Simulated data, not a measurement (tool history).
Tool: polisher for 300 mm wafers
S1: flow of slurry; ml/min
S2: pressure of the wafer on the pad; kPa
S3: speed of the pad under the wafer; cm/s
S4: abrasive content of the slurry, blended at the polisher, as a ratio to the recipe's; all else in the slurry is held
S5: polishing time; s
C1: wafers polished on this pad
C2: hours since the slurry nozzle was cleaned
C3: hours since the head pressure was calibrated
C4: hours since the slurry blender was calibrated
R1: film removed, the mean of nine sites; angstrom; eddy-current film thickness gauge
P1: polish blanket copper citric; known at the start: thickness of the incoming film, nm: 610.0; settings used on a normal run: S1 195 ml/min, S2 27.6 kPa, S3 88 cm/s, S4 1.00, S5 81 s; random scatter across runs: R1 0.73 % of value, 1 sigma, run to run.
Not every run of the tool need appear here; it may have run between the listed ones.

run,hour,S1,S2,S3,S4,S5,C1,C2,C3,C4,R1
1,2.9,195,27.6,88,1.00,81,822,195.9,278.1,77.5,2186.50
2,6.6,195,27.6,112,1.00,45,855,199.6,281.8,81.2,1539.70
3,10.1,195,27.6,88,1.00,106,886,203.1,285.3,84.7,2865.00
4,13.8,115,27.6,88,1.00,81,919,206.8,289.0,88.4,1961.40
5,19.2,195,27.6,88,1.00,81,967,212.2,294.4,93.8,2181.00
6,23.7,195,43.4,88,1.00,81,1007,216.7,298.9,98.3,3454.70
7,28.0,195,27.6,88,1.00,81,1046,221.0,303.2,102.6,2176.60
8,30.7,195,27.6,88,0.70,81,1070,223.7,305.9,105.3,2005.20
9,34.9,195,27.6,136,1.00,81,1107,227.9,310.1,109.5,3349.70
10,38.2,195,27.6,88,1.00,81,1136,231.2,313.4,112.8,2169.90
# hour 42.3: worn pad replaced by a new one
11,42.9,245,27.6,88,1.00,81,6,235.9,318.1,117.5,2264.00
12,46.3,195,15.9,88,1.00,58,36,239.3,321.5,120.9,921.46
13,49.5,195,27.6,88,1.35,81,65,242.5,324.7,124.1,2339.90
14,52.9,195,27.6,88,1.00,81,95,245.9,328.1,127.5,2188.40
15,57.4,195,27.6,88,1.00,54,135,250.4,332.6,132.0,1446.40
16,61.1,195,27.6,88,1.00,81,168,254.1,336.3,135.7,2181.70
17,64.6,195,12.4,62,1.00,81,199,257.6,339.8,139.2,715.60
18,69.1,195,27.6,56,1.00,81,239,262.1,344.3,143.7,1388.60
19,71.6,195,12.4,88,1.00,81,262,264.6,346.8,146.2,1016.20
20,75.3,195,27.6,88,1.00,81,295,268.3,350.5,149.9,2180.10
21,78.5,195,27.6,88,1.00,81,323,271.5,353.7,153.1,2091.10
22,83.0,195,27.6,88,1.00,81,363,276.0,358.2,157.6,2077.40

Run 23 is up next; what results do you expect?
# hour 86.2: worn pad replaced by a new one
23,86.9,195,27.6,88,1.00,81,6,279.9,362.1,161.5,?

Run 23 yielded R1 2039.60 angstrom.
